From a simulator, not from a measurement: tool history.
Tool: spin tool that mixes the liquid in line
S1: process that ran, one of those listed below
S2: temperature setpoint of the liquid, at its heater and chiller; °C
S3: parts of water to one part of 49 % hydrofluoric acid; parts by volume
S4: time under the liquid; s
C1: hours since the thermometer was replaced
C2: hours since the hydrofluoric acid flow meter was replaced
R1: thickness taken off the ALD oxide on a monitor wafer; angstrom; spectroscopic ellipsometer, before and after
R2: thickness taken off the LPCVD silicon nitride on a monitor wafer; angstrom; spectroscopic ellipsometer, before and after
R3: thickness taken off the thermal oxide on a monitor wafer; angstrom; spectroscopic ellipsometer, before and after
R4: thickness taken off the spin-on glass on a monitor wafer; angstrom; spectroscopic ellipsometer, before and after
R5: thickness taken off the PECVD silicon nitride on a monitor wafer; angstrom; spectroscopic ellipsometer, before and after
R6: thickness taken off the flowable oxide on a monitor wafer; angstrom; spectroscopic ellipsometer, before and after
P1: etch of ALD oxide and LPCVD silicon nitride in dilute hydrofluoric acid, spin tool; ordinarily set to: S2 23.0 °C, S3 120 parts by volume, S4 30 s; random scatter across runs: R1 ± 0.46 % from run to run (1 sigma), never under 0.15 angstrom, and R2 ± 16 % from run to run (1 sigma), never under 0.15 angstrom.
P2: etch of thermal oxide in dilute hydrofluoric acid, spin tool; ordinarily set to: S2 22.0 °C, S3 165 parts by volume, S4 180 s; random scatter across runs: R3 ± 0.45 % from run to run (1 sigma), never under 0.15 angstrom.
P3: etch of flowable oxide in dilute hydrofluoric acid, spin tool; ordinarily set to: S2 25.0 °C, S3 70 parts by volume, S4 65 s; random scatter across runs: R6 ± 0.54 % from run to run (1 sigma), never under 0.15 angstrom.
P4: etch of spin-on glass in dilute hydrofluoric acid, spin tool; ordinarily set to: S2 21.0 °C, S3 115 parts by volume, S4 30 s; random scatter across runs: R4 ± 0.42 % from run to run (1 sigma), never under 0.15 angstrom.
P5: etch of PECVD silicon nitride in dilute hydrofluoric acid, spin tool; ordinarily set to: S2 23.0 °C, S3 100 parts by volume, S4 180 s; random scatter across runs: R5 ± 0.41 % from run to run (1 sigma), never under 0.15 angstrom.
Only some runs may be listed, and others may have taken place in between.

run   hour  S1    S2   S3   S4     C1     C2       R1       R2       R3       R4       R5      R6
  1   12.9  P1  23.0  120   30  349.8  344.4   55.799  1.26900
  2   18.8  P1  23.0  120   30  355.7  350.3   55.797  1.20720
  3   28.7  P1  23.0  120   50  365.6  360.2   93.000  1.58750
  4   40.8  P2  26.0  165  180  377.7  372.3                     53.926
  5   52.9  P4  17.0  115   30  389.8  384.4                              89.608
  6   58.8  P4  21.0  115   30  395.7  390.3                             105.440
  7   67.0  P5  28.0  100  180  403.9  398.5                                      132.630
  8   75.8  P5  23.0  100  180  412.7  407.3                                       95.620
  9   88.9  P5  23.0   20  180  425.8  420.4                                      457.660
 10   97.9  P3  17.0   70   65  434.8  429.4                                               155.82
 11  107.4  P1  23.0  195   30  444.3  438.9   31.344  0.97822
 12  116.1  P3  25.0   70   65  453.0  447.6                                               215.39
 13  123.4  P4  21.0  115   30  460.3  454.9                             105.500
 14  134.7  P1  23.0  120   15  471.6  466.2   27.968  0.55177
 15  147.2  P1  17.5  120   30  484.1  478.7   44.937  1.08160
 16  157.4  P2  22.0  165  180  494.3  488.9                     46.430
 17  163.9  P5  23.0  100  275  500.8  495.4                                      146.280
 18  175.7  P1  29.5  120   30  512.6  507.2   71.410  1.46120
 19  188.0  P1  23.0  120   30  524.9  519.5   56.042  0.73548
 20  198.8  P3  25.0   70  130  535.7  530.3                                               431.82
 21  210.1  P3  25.0   70   65  547.0  541.6                                               218.22
 22  221.5  P1  23.0  120   30  558.4  553.0   55.979  1.44220
 23  232.4  P3  25.0   95   65  569.3  563.9                                               154.93
 24  242.8  P1  30.0   55   30  579.7  574.3  174.640  4.58690
 25  256.2  P4  21.0  210   30  593.1  587.7                              52.092
 26  267.1  P1  23.0   45   30  604.0  598.6  163.240  4.11080
 27  279.5  P5  23.0  100  180  616.4  611.0                                       95.448
 28  287.2  P2  22.0   70  180  624.1  618.7                    121.570
 29  300.3  P2  22.0  165  295  637.2  631.8                     76.290
 30  307.2  P1  23.0  120   30  644.1  638.7   56.189  1.33210
 31  314.6  P1  23.0  120   30  651.5  646.1   55.676  1.12030
 32  325.7  P4  21.0  115   55  662.6  657.2                             193.720
 33  331.6  P1  23.0  120   30  668.5  663.1   56.081  1.30990
 34  342.3  P1  23.0  120   30  679.2  673.8   54.423  1.13740
 35  353.2  P1  23.0  120   30  690.1  684.7   53.864  1.10160
 36  363.8  P1  23.0  120   30  700.7  695.3   53.159  1.16340
 37  371.9  P1  23.0  120   30  708.8  703.4   53.145  1.35530
 38  385.2  P1  23.0  120   30  722.1  716.7   52.493  1.04850
 39  395.0  P1  23.0  120   30  731.9  726.5   53.078  1.33160
 40  405.9  P1  23.0  120   30  742.8  737.4   52.040  1.08220
 41  415.4  P1  23.0  120   30  752.3  746.9   52.994  1.49520
 42  423.6  P1  23.0  120   30  760.5  755.1   52.440  0.86431
 43  436.3  P1  23.0  120   30  773.2  767.8   52.174  1.09910

What P1 gives has crept away from where it was. These 2 causes fit the log equally well, each at the size given:
A: liquid colder than its thermometer reads (K) = 1.59
B: hydrofluoric acid flow below the setpoint (%) = 5.36
Onset of the creep was near hour 331.6.

Question marks stand in for the results of the 4 check runs listed below, each run on one wafer. Under which run would the listed causes show clearly different results?
check 1  449.0  P2  22.0  165  180                   ?
check 2  449.0  P4  21.0  115   30                       ?
check 3  449.0  P3  25.0   70   65                               ?
check 4  449.0  P5  23.0  100  180                           ?

Check results expected under each cause:
  check  result    if A    if B
check 1      R3  43.734  43.599
check 2      R4  98.692  98.914
check 3      R6  203.53  204.36
check 4      R5  86.188  90.800
Distance between the nearest two causes, measured in the result of the check that separates them most: check 1 0.31 %; check 2 0.22 %; check 3 0.41 %; check 4 5.21 %
Check 4 is the one run that separates the causes; every other check would come out nearly the same whichever cause is at work.

Check 4 was carried out, with these results: R5 90.369 angstrom. Which of the listed causes is responsible?

It is B: hydrofluoric acid flow below the setpoint (%).
